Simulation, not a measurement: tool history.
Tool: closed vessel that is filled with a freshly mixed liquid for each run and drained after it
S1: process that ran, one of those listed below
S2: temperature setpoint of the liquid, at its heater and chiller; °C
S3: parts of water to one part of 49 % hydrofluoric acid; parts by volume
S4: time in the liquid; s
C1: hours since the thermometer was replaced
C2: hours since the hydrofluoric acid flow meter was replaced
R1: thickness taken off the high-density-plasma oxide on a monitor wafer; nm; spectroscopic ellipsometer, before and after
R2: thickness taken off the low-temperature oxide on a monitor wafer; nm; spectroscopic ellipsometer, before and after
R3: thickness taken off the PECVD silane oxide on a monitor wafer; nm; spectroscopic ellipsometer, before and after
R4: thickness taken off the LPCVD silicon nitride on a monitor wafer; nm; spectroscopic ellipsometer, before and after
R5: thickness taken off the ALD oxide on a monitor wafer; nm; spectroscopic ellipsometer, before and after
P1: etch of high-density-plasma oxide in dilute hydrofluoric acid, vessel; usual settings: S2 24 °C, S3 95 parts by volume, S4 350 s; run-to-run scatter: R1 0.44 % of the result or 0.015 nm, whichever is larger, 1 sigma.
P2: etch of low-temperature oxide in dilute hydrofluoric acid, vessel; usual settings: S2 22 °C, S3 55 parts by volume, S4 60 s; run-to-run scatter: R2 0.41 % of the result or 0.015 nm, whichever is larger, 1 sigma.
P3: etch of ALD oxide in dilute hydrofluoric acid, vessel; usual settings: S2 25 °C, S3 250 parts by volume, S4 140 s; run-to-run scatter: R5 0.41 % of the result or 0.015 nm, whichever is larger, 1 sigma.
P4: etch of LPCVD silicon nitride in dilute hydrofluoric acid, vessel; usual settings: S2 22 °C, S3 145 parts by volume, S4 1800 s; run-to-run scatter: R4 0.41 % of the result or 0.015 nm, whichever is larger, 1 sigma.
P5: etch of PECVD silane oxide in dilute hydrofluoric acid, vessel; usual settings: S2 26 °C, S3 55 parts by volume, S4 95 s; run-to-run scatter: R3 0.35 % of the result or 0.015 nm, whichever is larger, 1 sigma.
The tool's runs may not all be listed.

run 1 hour=6.5 | S1=P1 S2=24 S3=95 S4=350 | C1=994.7 C2=715 | R1=27.755
run 2 hour=11.5 | S1=P1 S2=19.5 S3=45 S4=350 | C1=999.7 C2=720 | R1=51.546
run 3 hour=19.9 | S1=P1 S2=24 S3=95 S4=350 | C1=1008.1 C2=728.4 | R1=27.382
run 4 hour=27.6 | S1=P2 S2=22 S3=55 S4=60 | C1=1015.8 C2=736.1 | R2=26.672
run 5 hour=34.6 | S1=P5 S2=26 S3=20 S4=95 | C1=1022.8 C2=743.1 | R3=86.718
run 6 hour=39.7 | S1=P4 S2=22 S3=220 S4=1800 | C1=1027.9 C2=748.2 | R4=3.2793
run 7 hour=48.4 | S1=P1 S2=24 S3=95 S4=350 | C1=1036.6 C2=756.9 | R1=27.244
run 8 hour=55.1 | S1=P1 S2=27.5 S3=135 S4=350 | C1=1043.3 C2=763.6 | R1=21.102
run 9 hour=63.7 | S1=P4 S2=22 S3=145 S4=1800 | C1=1051.9 C2=772.2 | R4=4.8697
run 10 hour=71.8 | S1=P1 S2=24 S3=95 S4=50 | C1=1060 C2=780.3 | R1=3.8592
run 11 hour=77 | S1=P1 S2=17.5 S3=95 S4=350 | C1=1065.2 C2=785.5 | R1=21.153
run 12 hour=82 | S1=P1 S2=24 S3=35 S4=350 | C1=1070.2 C2=790.5 | R1=80.528
run 13 hour=87.9 | S1=P1 S2=24 S3=95 S4=350 | C1=1076.1 C2=796.4 | R1=27.303
run 14 hour=93.2 | S1=P1 S2=20 S3=35 S4=350 | C1=1081.4 C2=801.7 | R1=67.396
run 15 hour=98 | S1=P5 S2=26 S3=55 S4=30 | C1=1086.2 C2=806.5 | R3=9.4173
run 16 hour=103.6 | S1=P3 S2=18 S3=250 S4=140 | C1=1091.8 C2=812.1 | R5=11.274
run 17 hour=113.2 | S1=P2 S2=22 S3=55 S4=105 | C1=1101.4 C2=821.7 | R2=46.792
run 18 hour=122.3 | S1=P2 S2=22 S3=80 S4=60 | C1=1110.5 C2=830.8 | R2=17.804
run 19 hour=130.4 | S1=P4 S2=22 S3=145 S4=3360 | C1=1118.6 C2=838.9 | R4=9.1373
run 20 hour=140.5 | S1=P1 S2=24 S3=95 S4=555 | C1=1128.7 C2=849 | R1=43.613
run 21 hour=147 | S1=P3 S2=25 S3=250 S4=265 | C1=1135.2 C2=855.5 | R5=27.704
run 22 hour=155.9 | S1=P2 S2=29 S3=55 S4=60 | C1=1144.1 C2=864.4 | R2=35.397
run 23 hour=164.4 | S1=P1 S2=24 S3=95 S4=350 | C1=1152.6 C2=872.9 | R1=27.374
run 24 hour=171.3 | S1=P1 S2=24 S3=95 S4=350 | C1=1159.5 C2=879.8 | R1=27.396
run 25 hour=176.3 | S1=P4 S2=17 S3=145 S4=1800 | C1=1164.5 C2=884.8 | R4=3.5025
run 26 hour=186.4 | S1=P1 S2=24 S3=140 S4=350 | C1=1174.6 C2=894.9 | R1=17.629
run 27 hour=192.4 | S1=P4 S2=22 S3=145 S4=1800 | C1=1180.6 C2=900.9 | R4=4.9141
run 28 hour=200.2 | S1=P5 S2=32.5 S3=55 S4=95 | C1=1188.4 C2=908.7 | R3=38.545
run 29 hour=205.4 | S1=P5 S2=26 S3=55 S4=95 | C1=1193.6 C2=913.9 | R3=29.848
run 30 hour=214.5 | S1=P3 S2=25 S3=250 S4=140 | C1=1202.7 C2=923 | R5=14.694
run 31 hour=220.4 | S1=P3 S2=25 S3=70 S4=140 | C1=1208.6 C2=928.9 | R5=64.409
run 32 hour=228.7 | S1=P1 S2=32 S3=95 S4=350 | C1=1216.9 C2=937.2 | R1=37.326
run 33 hour=234.4 | S1=P1 S2=24 S3=95 S4=350 | C1=1222.6 C2=942.9 | R1=27.358
run 34 hour=239.2 | S1=P1 S2=24 S3=95 S4=350 | C1=1227.4 C2=947.7 | R1=28.311
run 35 hour=245.5 | S1=P1 S2=24 S3=95 S4=350 | C1=1233.7 C2=954 | R1=28.492
run 36 hour=255.3 | S1=P1 S2=24 S3=95 S4=350 | C1=1243.5 C2=963.8 | R1=29.422
run 37 hour=265.1 | S1=P1 S2=24 S3=95 S4=350 | C1=1253.3 C2=973.6 | R1=29.263
run 38 hour=271.1 | S1=P1 S2=24 S3=95 S4=350 | C1=1259.3 C2=979.6 | R1=29.37
run 39 hour=277.7 | S1=P1 S2=24 S3=95 S4=350 | C1=1265.9 C2=986.2 | R1=29.764
run 40 hour=286 | S1=P1 S2=24 S3=95 S4=350 | C1=1274.2 C2=994.5 | R1=29.77
run 41 hour=290.8 | S1=P1 S2=24 S3=95 S4=350 | C1=1279 C2=999.3 | R1=29.592

What P1 gives has crept away from where it was. These 2 causes fit the log equally well, each at the size given:
A: hydrofluoric acid flow above the setpoint (%) = 7.33
B: liquid hotter than its thermometer reads (K) = 2
The creep began at about hour 234.4.

4 check runs are offered, one wafer each, their results left as question marks. Which one tells the causes apart?
run check 1 hour=295.6 | S1=P4 S2=22 S3=145 S4=3270 | R4=?
run check 2 hour=295.6 | S1=P3 S2=18 S3=250 S4=140 | R5=?
run check 3 hour=295.6 | S1=P2 S2=25 S3=55 S4=60 | R2=?
run check 4 hour=295.6 | S1=P5 S2=32 S3=55 S4=30 | R3=?

What each check would give under each cause:
check=check_1 result=R4 if_A=9.5644 if_B=10.166
check=check_2 result=R5 if_A=12.307 if_B=12.183
check=check_3 result=R2 if_A=32.546 if_B=32.702
check=check_4 result=R3 if_A=12.917 if_B=12.909
How far apart the two closest causes lie, in the result that separates them most: check 1 6.1 %; check 2 1.01 %; check 3 0.48 %; check 4 0.06 %
Check 1 tells the causes apart: in the others they would give nearly the same result.

Check 1 was then run and gave: R4 9.5945 nm. Which cause is it?

It is A: hydrofluoric acid flow above the setpoint (%).

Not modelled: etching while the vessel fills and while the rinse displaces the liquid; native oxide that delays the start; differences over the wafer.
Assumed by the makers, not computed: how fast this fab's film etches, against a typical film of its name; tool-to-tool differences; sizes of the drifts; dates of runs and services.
